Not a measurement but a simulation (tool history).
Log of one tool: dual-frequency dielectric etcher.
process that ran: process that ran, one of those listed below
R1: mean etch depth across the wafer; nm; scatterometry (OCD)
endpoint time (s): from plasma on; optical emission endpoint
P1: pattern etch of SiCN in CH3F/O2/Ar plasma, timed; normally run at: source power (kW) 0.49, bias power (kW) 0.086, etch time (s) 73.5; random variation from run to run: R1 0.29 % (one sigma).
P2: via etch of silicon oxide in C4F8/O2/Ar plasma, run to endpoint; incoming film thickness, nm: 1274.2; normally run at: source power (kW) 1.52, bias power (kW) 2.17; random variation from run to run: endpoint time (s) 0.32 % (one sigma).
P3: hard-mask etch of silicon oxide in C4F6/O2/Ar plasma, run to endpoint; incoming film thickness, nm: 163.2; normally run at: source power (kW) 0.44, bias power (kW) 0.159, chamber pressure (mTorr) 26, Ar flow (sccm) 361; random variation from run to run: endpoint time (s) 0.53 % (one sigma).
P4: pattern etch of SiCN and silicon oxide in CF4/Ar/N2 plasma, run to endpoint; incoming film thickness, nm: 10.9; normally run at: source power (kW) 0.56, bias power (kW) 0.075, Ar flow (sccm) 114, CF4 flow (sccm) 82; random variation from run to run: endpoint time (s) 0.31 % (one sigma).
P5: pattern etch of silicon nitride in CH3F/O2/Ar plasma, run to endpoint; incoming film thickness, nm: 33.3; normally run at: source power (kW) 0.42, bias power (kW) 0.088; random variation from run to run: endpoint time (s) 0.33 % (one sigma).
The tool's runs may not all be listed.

run 1 day=0.2 | process_that_ran=P1 source_power_(kW)=0.49 bias_power_(kW)=0.086 etch_time_(s)=73.5 | R1=31.847
run 2 day=0.379 | process_that_ran=P3 source_power_(kW)=0.62 bias_power_(kW)=0.159 chamber_pressure_(mTorr)=26 Ar_flow_(sccm)=361 | endpoint_time_(s)=45.983
run 3 day=0.654 | process_that_ran=P2 source_power_(kW)=1.02 bias_power_(kW)=2.17 | endpoint_time_(s)=332.52
run 4 day=0.892 | process_that_ran=P2 source_power_(kW)=1.52 bias_power_(kW)=2.697 | endpoint_time_(s)=265.82
run 5 day=1.017 | process_that_ran=P1 source_power_(kW)=0.49 bias_power_(kW)=0.086 etch_time_(s)=73.5 | R1=31.767
run 6 day=1.158 | process_that_ran=P1 source_power_(kW)=0.39 bias_power_(kW)=0.086 etch_time_(s)=73.5 | R1=29.314
run 7 day=1.412 | process_that_ran=P4 source_power_(kW)=0.56 bias_power_(kW)=0.075 Ar_flow_(sccm)=114 CF4_flow_(sccm)=82 | endpoint_time_(s)=10.126
run 8 day=1.571 | process_that_ran=P4 source_power_(kW)=0.56 bias_power_(kW)=0.095 Ar_flow_(sccm)=114 CF4_flow_(sccm)=82 | endpoint_time_(s)=9.3214
run 9 day=1.729 | process_that_ran=P3 source_power_(kW)=0.44 bias_power_(kW)=0.159 chamber_pressure_(mTorr)=36.5 Ar_flow_(sccm)=361 | endpoint_time_(s)=55.485
run 10 day=1.938 | process_that_ran=P1 source_power_(kW)=0.49 bias_power_(kW)=0.086 etch_time_(s)=73.5 | R1=31.778
run 11 day=2.067 | process_that_ran=P1 source_power_(kW)=0.62 bias_power_(kW)=0.086 etch_time_(s)=93 | R1=43.803
run 12 day=2.296 | process_that_ran=P1 source_power_(kW)=0.63 bias_power_(kW)=0.086 etch_time_(s)=73.5 | R1=34.915
run 13 day=2.421 | process_that_ran=P1 source_power_(kW)=0.49 bias_power_(kW)=0.086 etch_time_(s)=57 | R1=24.564
run 14 day=2.596 | process_that_ran=P4 source_power_(kW)=0.56 bias_power_(kW)=0.075 Ar_flow_(sccm)=114 CF4_flow_(sccm)=49 | endpoint_time_(s)=10.96
run 15 day=2.821 | process_that_ran=P3 source_power_(kW)=0.44 bias_power_(kW)=0.159 chamber_pressure_(mTorr)=26 Ar_flow_(sccm)=361 | endpoint_time_(s)=53.181
run 16 day=3.1 | process_that_ran=P1 source_power_(kW)=0.49 bias_power_(kW)=0.103 etch_time_(s)=73.5 | R1=33.975
run 17 day=3.354 | process_that_ran=P4 source_power_(kW)=0.56 bias_power_(kW)=0.075 Ar_flow_(sccm)=149 CF4_flow_(sccm)=82 | endpoint_time_(s)=10.496
run 18 day=3.592 | process_that_ran=P5 source_power_(kW)=0.42 bias_power_(kW)=0.11 | endpoint_time_(s)=40.057
run 19 day=3.771 | process_that_ran=P2 source_power_(kW)=1.52 bias_power_(kW)=2.17 | endpoint_time_(s)=284.05
run 20 day=3.9 | process_that_ran=P3 source_power_(kW)=0.44 bias_power_(kW)=0.202 chamber_pressure_(mTorr)=26 Ar_flow_(sccm)=361 | endpoint_time_(s)=48.797
-- day=3.904 source power generator calibrated
run 21 day=4.108 | process_that_ran=P4 source_power_(kW)=0.76 bias_power_(kW)=0.075 Ar_flow_(sccm)=114 CF4_flow_(sccm)=82 | endpoint_time_(s)=7.7302
run 22 day=4.267 | process_that_ran=P5 source_power_(kW)=0.42 bias_power_(kW)=0.088 | endpoint_time_(s)=43.382
run 23 day=4.546 | process_that_ran=P5 source_power_(kW)=0.55 bias_power_(kW)=0.088 | endpoint_time_(s)=39.39
run 24 day=4.708 | process_that_ran=P3 source_power_(kW)=0.44 bias_power_(kW)=0.159 chamber_pressure_(mTorr)=26 Ar_flow_(sccm)=361 | endpoint_time_(s)=52.679
run 25 day=4.888 | process_that_ran=P3 source_power_(kW)=0.44 bias_power_(kW)=0.159 chamber_pressure_(mTorr)=26 Ar_flow_(sccm)=250 | endpoint_time_(s)=50.92
-- day=5.067 bias power generator calibrated
run 26 day=5.171 | process_that_ran=P4 source_power_(kW)=0.56 bias_power_(kW)=0.075 Ar_flow_(sccm)=114 CF4_flow_(sccm)=82 | endpoint_time_(s)=10.077
run 27 day=5.375 | process_that_ran=P1 source_power_(kW)=0.49 bias_power_(kW)=0.086 etch_time_(s)=106 | R1=46.064
run 28 day=5.525 | process_that_ran=P1 source_power_(kW)=0.49 bias_power_(kW)=0.063 etch_time_(s)=73.5 | R1=28.46
run 29 day=5.758 | process_that_ran=P5 source_power_(kW)=0.42 bias_power_(kW)=0.088 | endpoint_time_(s)=43.663
run 30 day=5.892 | process_that_ran=P1 source_power_(kW)=0.49 bias_power_(kW)=0.086 etch_time_(s)=73.5 | R1=31.988
run 31 day=6.021 | process_that_ran=P1 source_power_(kW)=0.49 bias_power_(kW)=0.086 etch_time_(s)=73.5 | R1=31.791
run 32 day=6.233 | process_that_ran=P1 source_power_(kW)=0.49 bias_power_(kW)=0.086 etch_time_(s)=73.5 | R1=31.654
run 33 day=6.429 | process_that_ran=P1 source_power_(kW)=0.49 bias_power_(kW)=0.086 etch_time_(s)=73.5 | R1=31.648
run 34 day=6.562 | process_that_ran=P1 source_power_(kW)=0.49 bias_power_(kW)=0.086 etch_time_(s)=73.5 | R1=31.426
run 35 day=6.779 | process_that_ran=P1 source_power_(kW)=0.49 bias_power_(kW)=0.086 etch_time_(s)=73.5 | R1=31.359
run 36 day=6.946 | process_that_ran=P1 source_power_(kW)=0.49 bias_power_(kW)=0.086 etch_time_(s)=73.5 | R1=31.511
run 37 day=7.171 | process_that_ran=P1 source_power_(kW)=0.49 bias_power_(kW)=0.086 etch_time_(s)=73.5 | R1=31.444
run 38 day=7.308 | process_that_ran=P1 source_power_(kW)=0.49 bias_power_(kW)=0.086 etch_time_(s)=73.5 | R1=31.386
-- day=7.521 wet clean of the chamber
run 39 day=7.525 | process_that_ran=P1 source_power_(kW)=0.49 bias_power_(kW)=0.086 etch_time_(s)=73.5 | R1=31.242
run 40 day=7.8 | process_that_ran=P1 source_power_(kW)=0.49 bias_power_(kW)=0.086 etch_time_(s)=73.5 | R1=31.476
run 41 day=8.042 | process_that_ran=P1 source_power_(kW)=0.49 bias_power_(kW)=0.086 etch_time_(s)=73.5 | R1=31.516

What P1 gives has crept away from where it was. These 2 causes fit the log equally well, each at the size given:
A: source power that arrives under what is set, % = 3.82
B: bias power that arrives under what is set, % = 3.96
The creep began at about day 6.021.
Why every other cause is out:
chamber walls in a state that lowers the etch rate, %: serviced at day 7.521, which brought nothing back

4 check runs are offered, each on 2 wafers whose results are averaged, their results left as question marks. Which one tells the causes apart?
run check 1 day=8.283 | process_that_ran=P2 source_power_(kW)=1.52 bias_power_(kW)=2.608 | endpoint_time_(s)=?
run check 2 day=8.283 | process_that_ran=P3 source_power_(kW)=0.61 bias_power_(kW)=0.159 chamber_pressure_(mTorr)=26 Ar_flow_(sccm)=253 | endpoint_time_(s)=?
run check 3 day=8.283 | process_that_ran=P5 source_power_(kW)=0.52 bias_power_(kW)=0.088 | endpoint_time_(s)=?
run check 4 day=8.283 | process_that_ran=P4 source_power_(kW)=0.56 bias_power_(kW)=0.092 Ar_flow_(sccm)=114 CF4_flow_(sccm)=82 | endpoint_time_(s)=?

What each check would give under each cause:
check=check_1 result=endpoint_time_(s) if_A=272.97 if_B=272.2
check=check_2 result=endpoint_time_(s) if_A=45.406 if_B=45.248
check=check_3 result=endpoint_time_(s) if_A=40.821 if_B=40.799
check=check_4 result=endpoint_time_(s) if_A=9.7453 if_B=9.5503
How far apart the two closest causes lie, in the result that separates them most: check 1 0.28 %; check 2 0.35 %; check 3 0.05 %; check 4 2.02 %
Only check 4 tells the causes apart: in the others they would give nearly the same result.

Check 4 was then run and gave: endpoint time (s) 9.7501. Which cause is it?

It is A: source power that arrives under what is set, %.

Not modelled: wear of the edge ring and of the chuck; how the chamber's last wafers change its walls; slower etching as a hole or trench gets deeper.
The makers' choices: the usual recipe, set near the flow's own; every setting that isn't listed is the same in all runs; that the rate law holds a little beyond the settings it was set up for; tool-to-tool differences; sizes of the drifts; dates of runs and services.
